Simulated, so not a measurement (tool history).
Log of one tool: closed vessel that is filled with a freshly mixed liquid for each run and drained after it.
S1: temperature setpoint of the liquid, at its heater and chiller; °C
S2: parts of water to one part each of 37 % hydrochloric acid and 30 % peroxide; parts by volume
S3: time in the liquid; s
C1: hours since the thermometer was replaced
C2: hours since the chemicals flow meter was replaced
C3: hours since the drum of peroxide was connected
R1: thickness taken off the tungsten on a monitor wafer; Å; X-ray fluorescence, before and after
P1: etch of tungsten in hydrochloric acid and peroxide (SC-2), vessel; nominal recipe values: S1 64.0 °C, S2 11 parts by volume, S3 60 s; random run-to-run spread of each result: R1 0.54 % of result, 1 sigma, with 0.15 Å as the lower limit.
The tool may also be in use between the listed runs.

run	day	S1	S2	S3	C1	C2	C3	R1
1	0.175	64.0	11	60	383.3	558.5	864.8	334.21
2	0.325	64.0	11	60	386.9	562.1	868.4	334.53
3	0.467	64.0	11	115	390.3	565.5	871.8	642.11
4	0.638	64.0	11	60	394.4	569.6	875.9	334.68
5	0.808	64.0	11	30	398.5	573.7	880.0	165.27
6	0.896	72.0	18	60	400.6	575.8	882.1	349.05
7	1.025	72.0	11	60	403.7	578.9	885.2	538.66
8	1.192	54.5	11	60	407.7	582.9	889.2	184.01
9	1.375	64.0	4	60	412.1	587.3	893.6	726.81
10	1.500	64.0	19	60	415.1	590.3	896.6	207.19
11	1.683	64.0	11	60	419.5	594.7	901.0	330.39
12	1.867	64.0	11	60	423.9	599.1	905.4	331.51
13	2.054	64.0	11	60	428.4	603.6	909.9	348.20
14	2.233	64.0	11	60	432.7	607.9	914.2	350.74
15	2.350	64.0	11	60	435.5	610.7	917.0	356.16
16	2.454	64.0	11	60	438.0	613.2	919.5	356.00
17	2.608	64.0	11	60	441.7	616.9	923.2	360.22
18	2.779	64.0	11	60	445.8	621.0	927.3	357.99
19	2.942	64.0	11	60	449.7	624.9	931.2	360.72
20	3.042	64.0	11	60	452.1	627.3	933.6	362.73
21	3.175	64.0	11	60	455.3	630.5	936.8	362.03
22	3.325	64.0	11	60	458.9	634.1	940.4	362.41

Compared with where it was, what P1 gives has crept away. Each cause listed below fits the log as well as the rest, at the size given for it:
A: chemicals flow above the setpoint (%) = 10
B: liquid hotter than its thermometer reads (K) = 1.32
Onset of the creep was near day 1.867.
All other causes, with the reason each is excluded:
peroxide weaker than its label (%): 8 at the very most, moving R1 by -7.4 %, which is either too weak or the wrong sign

Consider the 4 check runs below, whose results appear as question marks and each of which averages 5 wafers. Which one distinguishes the causes, in that each cause would give it a clearly different result?
check 1	3.475	72.0	11.0	100				?
check 2	3.475	57.0	4.0	60				?
check 3	3.475	64.0	18.5	105				?
check 4	3.475	64.0	11.0	110				?

What every check run would give for each of its results, assuming each possible cause in turn:
check	result	if A	if B
check 1	R1	974.38	971.28
check 2	R1	497.78	508.55
check 3	R1	404.24	402.20
check 4	R1	664.10	664.43
Minimum pairwise separation of causes per check, each pair taken at its best-separating result: check 1 0.32 %; check 2 2.14 %; check 3 0.51 %; check 4 0.05 %
Check 2 tells the causes apart: in the others they would give nearly the same result.

Check 2 has now been run. It gave: R1 509.49 Å. Which of the candidate causes is it?

Of the candidate causes, it is B: liquid hotter than its thermometer reads (K).

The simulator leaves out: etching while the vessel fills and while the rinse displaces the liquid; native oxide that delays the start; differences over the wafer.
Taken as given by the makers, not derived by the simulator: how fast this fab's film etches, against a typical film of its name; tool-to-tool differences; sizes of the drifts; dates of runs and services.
